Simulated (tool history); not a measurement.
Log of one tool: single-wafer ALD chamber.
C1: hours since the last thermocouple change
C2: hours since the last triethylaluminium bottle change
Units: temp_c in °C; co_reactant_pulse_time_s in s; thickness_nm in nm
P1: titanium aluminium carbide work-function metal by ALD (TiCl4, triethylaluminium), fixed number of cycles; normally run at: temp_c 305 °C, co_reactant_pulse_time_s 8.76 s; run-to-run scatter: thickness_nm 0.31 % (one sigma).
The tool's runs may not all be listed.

Run 1, day 0.421: temp_c 305 °C, co_reactant_pulse_time_s 8.76 s; C1 596.8; C2 499.2. Result: thickness_nm 2.0386 nm.
Run 2, day 0.875: temp_c 305 °C, co_reactant_pulse_time_s 8.76 s; C1 607.7; C2 510.1. Result: thickness_nm 2.0382 nm.
Run 3, day 1.312: temp_c 305 °C, co_reactant_pulse_time_s 4.29 s; C1 618.2; C2 520.6. Result: thickness_nm 1.6455 nm.
Run 4, day 1.608: temp_c 281 °C, co_reactant_pulse_time_s 8.76 s; C1 625.3; C2 527.7. Result: thickness_nm 1.8317 nm.
Run 5, day 1.983: temp_c 286 °C, co_reactant_pulse_time_s 11.09 s; C1 634.3; C2 536.7. Result: thickness_nm 1.9261 nm.
Run 6, day 2.408: temp_c 305 °C, co_reactant_pulse_time_s 8.76 s; C1 644.5; C2 546.9. Result: thickness_nm 2.0306 nm.
Run 7, day 2.683: temp_c 305 °C, co_reactant_pulse_time_s 14.58 s; C1 651.1; C2 553.5. Result: thickness_nm 2.1213 nm.
Run 8, day 3.108: temp_c 305 °C, co_reactant_pulse_time_s 8.76 s; C1 661.3; C2 563.7. Result: thickness_nm 2.0357 nm.
Run 9, day 3.567: temp_c 321 °C, co_reactant_pulse_time_s 8.76 s; C1 672.3; C2 574.7. Result: thickness_nm 2.1765 nm.
Run 10, day 4.017: temp_c 328 °C, co_reactant_pulse_time_s 3.82 s; C1 683.1; C2 585.5. Result: thickness_nm 1.7101 nm.
Run 11, day 4.262: temp_c 305 °C, co_reactant_pulse_time_s 8.76 s; C1 689; C2 591.4. Result: thickness_nm 2.0313 nm.
Run 12, day 4.512: temp_c 305 °C, co_reactant_pulse_time_s 8.76 s; C1 695; C2 597.4. Result: thickness_nm 2.0276 nm.
Run 13, day 4.712: temp_c 305 °C, co_reactant_pulse_time_s 8.76 s; C1 699.8; C2 602.2. Result: thickness_nm 2.035 nm.
Run 14, day 5.042: temp_c 305 °C, co_reactant_pulse_time_s 8.76 s; C1 707.7; C2 610.1. Result: thickness_nm 2.0282 nm.
Run 15, day 5.275: temp_c 305 °C, co_reactant_pulse_time_s 8.76 s; C1 713.3; C2 615.7. Result: thickness_nm 2.0072 nm.
Run 16, day 5.571: temp_c 305 °C, co_reactant_pulse_time_s 8.76 s; C1 720.4; C2 622.8. Result: thickness_nm 2.0083 nm.
Run 17, day 6.038: temp_c 305 °C, co_reactant_pulse_time_s 8.76 s; C1 731.6; C2 634. Result: thickness_nm 1.9846 nm.

The next listed run, before its measurement:
Run 18, day 6.412: temp_c 305 °C, co_reactant_pulse_time_s 8.76 s; C1 740.6; C2 643. Result: thickness_nm ?.

thickness_nm: 1.9918 nm
